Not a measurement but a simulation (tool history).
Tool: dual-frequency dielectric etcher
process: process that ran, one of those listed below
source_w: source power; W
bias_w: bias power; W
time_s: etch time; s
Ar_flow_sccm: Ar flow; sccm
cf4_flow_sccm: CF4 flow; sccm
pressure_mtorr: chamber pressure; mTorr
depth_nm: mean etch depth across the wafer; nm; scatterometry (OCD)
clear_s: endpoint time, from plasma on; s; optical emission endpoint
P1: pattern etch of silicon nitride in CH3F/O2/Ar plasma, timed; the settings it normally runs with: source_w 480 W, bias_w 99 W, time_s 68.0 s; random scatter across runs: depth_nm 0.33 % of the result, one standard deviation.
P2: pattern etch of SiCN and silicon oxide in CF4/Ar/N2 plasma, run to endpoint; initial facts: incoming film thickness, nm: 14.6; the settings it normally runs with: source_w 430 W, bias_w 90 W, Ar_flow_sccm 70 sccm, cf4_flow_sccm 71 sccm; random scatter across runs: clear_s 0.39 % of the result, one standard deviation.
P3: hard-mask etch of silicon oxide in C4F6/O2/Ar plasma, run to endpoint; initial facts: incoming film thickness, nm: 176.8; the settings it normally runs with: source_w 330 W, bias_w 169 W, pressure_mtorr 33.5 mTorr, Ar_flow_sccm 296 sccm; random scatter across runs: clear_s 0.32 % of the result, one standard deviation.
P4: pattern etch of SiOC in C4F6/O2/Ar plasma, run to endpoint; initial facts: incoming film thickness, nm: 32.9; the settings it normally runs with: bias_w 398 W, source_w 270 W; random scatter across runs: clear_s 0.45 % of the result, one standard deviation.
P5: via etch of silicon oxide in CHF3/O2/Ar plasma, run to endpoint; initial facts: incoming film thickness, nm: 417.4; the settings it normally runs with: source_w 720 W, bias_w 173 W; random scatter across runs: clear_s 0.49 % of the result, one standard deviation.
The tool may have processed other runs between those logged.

run   hour  process  source_w  bias_w  time_s  Ar_flow_sccm  cf4_flow_sccm  pressure_mtorr  hours since the last wet clean  hours since the last source power generator calibration  hours since the last bias power generator calibration  depth_nm  clear_s
  1   10.5       P1       480      99    68.0                                                                        343.4                                                   1140.6                                                 2998.8    55.730
  2   20.5       P2       430      54                    70             71                                           353.4                                                   1150.6                                                 3008.8             18.435
  3   25.2       P1       480      99    44.5                                                                        358.1                                                   1155.3                                                 3013.5    36.415
  4   35.7       P3       330     112                   296                           33.5                           368.6                                                   1165.8                                                 3024.0             69.519
  5   43.9       P4       330     398                                                                                376.8                                                   1174.0                                                 3032.2             12.800
  6   54.2       P1       560      99    37.5                                                                        387.1                                                   1184.3                                                 3042.5    32.623
  7   64.4       P1       350      99    68.0                                                                        397.3                                                   1194.5                                                 3052.7    49.805
  8   71.8       P1       480      99    68.0                                                                        404.7                                                   1201.9                                                 3060.1    55.614
  9   80.4       P4       270     398                                                                                413.3                                                   1210.5                                                 3068.7             13.814
 10   90.3       P1       480      99    68.0                                                                        423.2                                                   1220.4                                                 3078.6    56.182
 11   98.5       P5       720     173                                                                                431.4                                                   1228.6                                                 3086.8            196.710
 12  106.3       P4       270     398                                                                                439.2                                                   1236.4                                                 3094.6             13.818
 13  113.5       P5       720     173                                                                                446.4                                                   1243.6                                                 3101.8            194.410
 14  122.4       P1       480      99    99.0                                                                        455.3                                                   1252.5                                                 3110.7    81.665
 15  129.2       P5       720     131                                                                                462.1                                                   1259.3                                                 3117.5            215.460
 16  138.8       P1       480     119    90.5                                                                        471.7                                                   1268.9                                                 3127.1    79.228
 17  144.3       P1       480      79    68.0                                                                        477.2                                                   1274.4                                                 3132.6    51.500
 18  153.5       P3       330     169                   296                           26.5                           486.4                                                   1283.6                                                 3141.8             59.510
 19  160.3       P1       480      99    68.0                                                                        493.2                                                   1290.4                                                 3148.6    55.826
 20  170.3       P1       590      99    68.0                                                                        503.2                                                   1300.4                                                 3158.6    60.436
 21  180.9       P4       270     505                                                                                513.8                                                   1311.0                                                 3169.2             12.637
 22  188.1       P2       430      90                    44             71                                           521.0                                                   1318.2                                                 3176.4             14.935
 23  196.9       P3       330     169                   296                           33.5                           529.8                                                   1327.0                                                 3185.2             61.855
 24  204.2       P1       480      99    68.0                                                                        537.1                                                   1334.3                                                 3192.5    55.551
 25  210.3       P2       430      90                    70             93                                           543.2                                                   1340.4                                                 3198.6             15.120
 26  218.5       P3       330     169                   296                           33.5                           551.4                                                   1348.6                                                 3206.8             61.571
 27  224.3       P1       480     119    68.0                                                                        557.2                                                   1354.4                                                 3212.6    59.567
 28  233.7       P2       430      90                    70             71                                           566.6                                                   1363.8                                                 3222.0             15.772
 29  238.6       P5       490     173                                                                                571.5                                                   1368.7                                                 3226.9            225.320
 30  245.2       P2       270      90                    70             71                                           578.1                                                   1375.3                                                 3233.5             23.608
 31  254.5       P3       330     169                   236                           33.5                           587.4                                                   1384.6                                                 3242.8             60.090
 32  261.1       P1       620      99    41.5                                                                        594.0                                                   1391.2                                                 3249.4    37.486
 33  269.4       P1       480      99    68.0                                                                        602.3                                                   1399.5                                                 3257.7    55.623
 34  276.3       P3       410     169                   296                           33.5                           609.2                                                   1406.4                                                 3264.6             56.411
 35  281.0       P1       480      99    68.0                                                                        613.9                                                   1411.1                                                 3269.3    55.687

Run 36 has not been measured yet. What should we expect?
 36  290.0       P1       480      99    68.0                                                                        622.9                                                   1420.1                                                 3278.3         ?

{"run 36": {"depth_nm": 55.331}}
